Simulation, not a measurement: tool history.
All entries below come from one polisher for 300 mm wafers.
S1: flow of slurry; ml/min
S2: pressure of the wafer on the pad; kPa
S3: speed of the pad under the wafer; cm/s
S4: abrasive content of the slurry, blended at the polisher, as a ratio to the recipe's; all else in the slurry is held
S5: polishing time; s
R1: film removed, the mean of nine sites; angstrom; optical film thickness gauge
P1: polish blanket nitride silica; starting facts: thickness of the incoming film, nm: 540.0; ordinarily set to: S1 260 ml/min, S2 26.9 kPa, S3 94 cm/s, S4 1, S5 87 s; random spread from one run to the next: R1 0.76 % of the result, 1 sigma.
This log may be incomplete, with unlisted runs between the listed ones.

run   hour   S1    S2   S3   S4   S5      R1
  1     10  260  26.9   94    1   87  692.79
  2   19.5  260  26.9   94    1   87  685.62
  3     26  260  42.1   94    1   87  1082.4
  4   32.2  260  26.9   94    1   51  401.33
  5   40.7  260  26.9   94    1   87     695
  6   49.4  395  26.9   94    1   87  714.39
  7   57.5  260  26.9   66    1   87  518.28
  8   67.5  260  26.9   94  1.5   87  825.52
  9     79  260  26.9  124    1   87  862.59
 10   90.1  260  26.9   94    1   87  687.57
 11   97.3  180  26.9   94    1   87  653.74
 12  107.5  260  12.4   94    1   87  315.09
 13  115.4  260  26.9   94    1   87  692.69
     117.7  -- conditioning disc replaced and pad reconditioned
 14  123.5  260  26.9   94  0.5   87  471.96
       127  -- slurry blender recalibrated
 15  134.2  260  26.9   94    1  124  990.24
 16    140  260  26.9   94    1   87  695.27
 17  145.5  260  13.1   94    1   56  217.79
 18    151  260  26.9   94    1   87  688.18
 19  156.9  260  26.9   94    1   87  689.55
 20  167.1  260  26.9   94    1   87  639.15
 21  172.8  260  26.9   94    1   87  620.85
     177.3  -- head pressure recalibrated
     183.9  -- conditioning disc replaced and pad reconditioned
 22  184.4  260  26.9   94    1   87  599.95
 23  189.9  260  26.9   94    1   87  603.58
 24  198.1  260  26.9   94    1   87  599.44
 25  208.5  260  26.9   94    1   87  588.85

P1 no longer gives what it gave before; its output has crept away from where it was. The following 2 causes, each at its listed size, fit the log equally well:
A: abrasive missing from the slurry, % = 25.3
B: removal rate lost through wear of the pad, % = 13.3
The gradual shift began around hour 156.9.
Excluded causes, each with its reason:
slurry flow missing at the pad, %: at most 40, giving a -6.6 % change in R1: too small, or against the direction of the creep
head's pressure below its setpoint, %: work on it at hour 177.3, done after the drift set in, did not restore what the process gave before
time polished since the conditioner stopped cutting, s: work on it at hour 183.9, done after the drift set in, did not restore what the process gave before

The list below offers 4 check runs, each averaging the results of 5 wafers, and shows each result as a question mark. For which of them would the listed causes give clearly different results?
check 1  218.9  350  26.9  94  1.45   87   ?
check 2  218.9  260  13.8  94     1  121   ?
check 3  218.9  345  26.9  66     1   87   ?
check 4  218.9  260  35.9  94     1   87   ?

If the cause were each of the candidates in turn, the checks would give the following:
  check  result    if A    if B
check 1      R1  732.61  713.68
check 2      R1  425.48  425.68
check 3      R1  461.21  461.43
check 4      R1   795.4  795.77
Distance between the nearest two causes, measured in the result of the check that separates them most: check 1 2.62 %; check 2 0.05 %; check 3 0.05 %; check 4 0.05 %
Check 1 is the one run that separates the causes; every other check would come out nearly the same whichever cause is at work.

The results of check 1 are: R1 719.1 angstrom. Based on these, which of the listed causes is it?

The cause is B: removal rate lost through wear of the pad, %.
